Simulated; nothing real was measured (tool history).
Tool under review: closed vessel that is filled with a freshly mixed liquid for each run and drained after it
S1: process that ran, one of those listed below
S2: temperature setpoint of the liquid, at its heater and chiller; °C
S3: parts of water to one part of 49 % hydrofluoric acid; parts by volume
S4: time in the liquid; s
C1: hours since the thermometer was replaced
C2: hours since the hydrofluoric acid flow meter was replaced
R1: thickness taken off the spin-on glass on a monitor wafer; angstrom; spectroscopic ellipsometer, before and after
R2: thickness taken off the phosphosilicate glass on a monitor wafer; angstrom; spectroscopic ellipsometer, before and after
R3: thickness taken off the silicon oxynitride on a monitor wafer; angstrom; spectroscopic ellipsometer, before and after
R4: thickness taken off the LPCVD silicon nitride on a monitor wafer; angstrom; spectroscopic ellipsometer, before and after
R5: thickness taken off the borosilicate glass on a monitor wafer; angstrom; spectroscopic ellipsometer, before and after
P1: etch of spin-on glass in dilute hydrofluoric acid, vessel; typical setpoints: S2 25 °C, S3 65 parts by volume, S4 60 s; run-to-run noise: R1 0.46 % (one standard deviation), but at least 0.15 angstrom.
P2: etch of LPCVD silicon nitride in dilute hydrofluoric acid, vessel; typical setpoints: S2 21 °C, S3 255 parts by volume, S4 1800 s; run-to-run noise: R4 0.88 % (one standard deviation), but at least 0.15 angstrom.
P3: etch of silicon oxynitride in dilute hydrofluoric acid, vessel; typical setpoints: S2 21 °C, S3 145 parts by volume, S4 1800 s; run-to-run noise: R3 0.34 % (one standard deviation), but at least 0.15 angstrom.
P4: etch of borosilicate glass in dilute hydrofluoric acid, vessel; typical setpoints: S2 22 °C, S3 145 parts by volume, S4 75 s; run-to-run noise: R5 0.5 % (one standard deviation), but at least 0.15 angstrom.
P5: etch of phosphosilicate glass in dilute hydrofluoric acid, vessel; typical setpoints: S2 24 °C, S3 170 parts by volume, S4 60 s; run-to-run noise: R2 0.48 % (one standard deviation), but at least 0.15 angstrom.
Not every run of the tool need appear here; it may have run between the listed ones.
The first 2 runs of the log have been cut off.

{"run": 3, "hour": 28.2, "S1": "P1", "S2": 25, "S3": 65, "S4": 60, "C1": 1250.2, "C2": 1027.6, "R1": 284.83}
{"run": 4, "hour": 40.2, "S1": "P3", "S2": 21, "S3": 260, "S4": 1800, "C1": 1262.2, "C2": 1039.6, "R3": 104.26}
{"run": 5, "hour": 49.7, "S1": "P1", "S2": 25, "S3": 40, "S4": 60, "C1": 1271.7, "C2": 1049.1, "R1": 480}
{"run": 6, "hour": 58.8, "S1": "P1", "S2": 32, "S3": 65, "S4": 115, "C1": 1280.8, "C2": 1058.2, "R1": 723.95}
{"run": 7, "hour": 68.0, "S1": "P1", "S2": 25, "S3": 115, "S4": 60, "C1": 1290, "C2": 1067.4, "R1": 151.43}
{"run": 8, "hour": 75.1, "S1": "P2", "S2": 21, "S3": 255, "S4": 250, "C1": 1297.1, "C2": 1074.5, "R4": 3.882}
{"run": 9, "hour": 83.6, "S1": "P1", "S2": 25, "S3": 65, "S4": 60, "C1": 1305.6, "C2": 1083, "R1": 286.56}
{"run": 10, "hour": 95.7, "S1": "P3", "S2": 21, "S3": 145, "S4": 1800, "C1": 1317.7, "C2": 1095.1, "R3": 202.1}
{"run": 11, "hour": 109.4, "S1": "P1", "S2": 25, "S3": 65, "S4": 60, "C1": 1331.4, "C2": 1108.8, "R1": 284.16}
{"run": 12, "hour": 120.2, "S1": "P1", "S2": 30.5, "S3": 65, "S4": 60, "C1": 1342.2, "C2": 1119.6, "R1": 351.51}
{"run": 13, "hour": 134.5, "S1": "P3", "S2": 21, "S3": 145, "S4": 1800, "C1": 1356.5, "C2": 1133.9, "R3": 202.23}
{"run": 14, "hour": 146.0, "S1": "P4", "S2": 17, "S3": 145, "S4": 75, "C1": 1368, "C2": 1145.4, "R5": 133.75}
{"run": 15, "hour": 158.4, "S1": "P5", "S2": 17, "S3": 170, "S4": 60, "C1": 1380.4, "C2": 1157.8, "R2": 274.69}
{"run": 16, "hour": 170.7, "S1": "P1", "S2": 25, "S3": 65, "S4": 30, "C1": 1392.7, "C2": 1170.1, "R1": 141.43}
{"run": 17, "hour": 183.1, "S1": "P4", "S2": 22, "S3": 145, "S4": 75, "C1": 1405.1, "C2": 1182.5, "R5": 162.89}
{"run": 18, "hour": 197.7, "S1": "P1", "S2": 25, "S3": 65, "S4": 100, "C1": 1419.7, "C2": 1197.1, "R1": 475.61}
{"run": 19, "hour": 208.1, "S1": "P5", "S2": 24, "S3": 170, "S4": 60, "C1": 1430.1, "C2": 1207.5, "R2": 363.73}
{"run": 20, "hour": 220.1, "S1": "P3", "S2": 21, "S3": 145, "S4": 3565, "C1": 1442.1, "C2": 1219.5, "R3": 400}
{"run": 21, "hour": 234.2, "S1": "P1", "S2": 30, "S3": 65, "S4": 30, "C1": 1456.2, "C2": 1233.6, "R1": 174.34}
{"run": 22, "hour": 244.4, "S1": "P4", "S2": 22, "S3": 145, "S4": 75, "C1": 1466.4, "C2": 1243.8, "R5": 162.16}
{"run": 23, "hour": 253.7, "S1": "P4", "S2": 22, "S3": 30, "S4": 75, "C1": 1475.7, "C2": 1253.1, "R5": 909.72}
{"run": 24, "hour": 266.9, "S1": "P1", "S2": 25, "S3": 65, "S4": 60, "C1": 1488.9, "C2": 1266.3, "R1": 285.72}

Run 25 has not been measured yet. What should we expect?
{"run": 25, "hour": 274.3, "S1": "P4", "S2": 22, "S3": 145, "S4": 150, "C1": 1496.3, "C2": 1273.7, "R5": "?"}

Run 25 produced R5 323.62 angstrom.
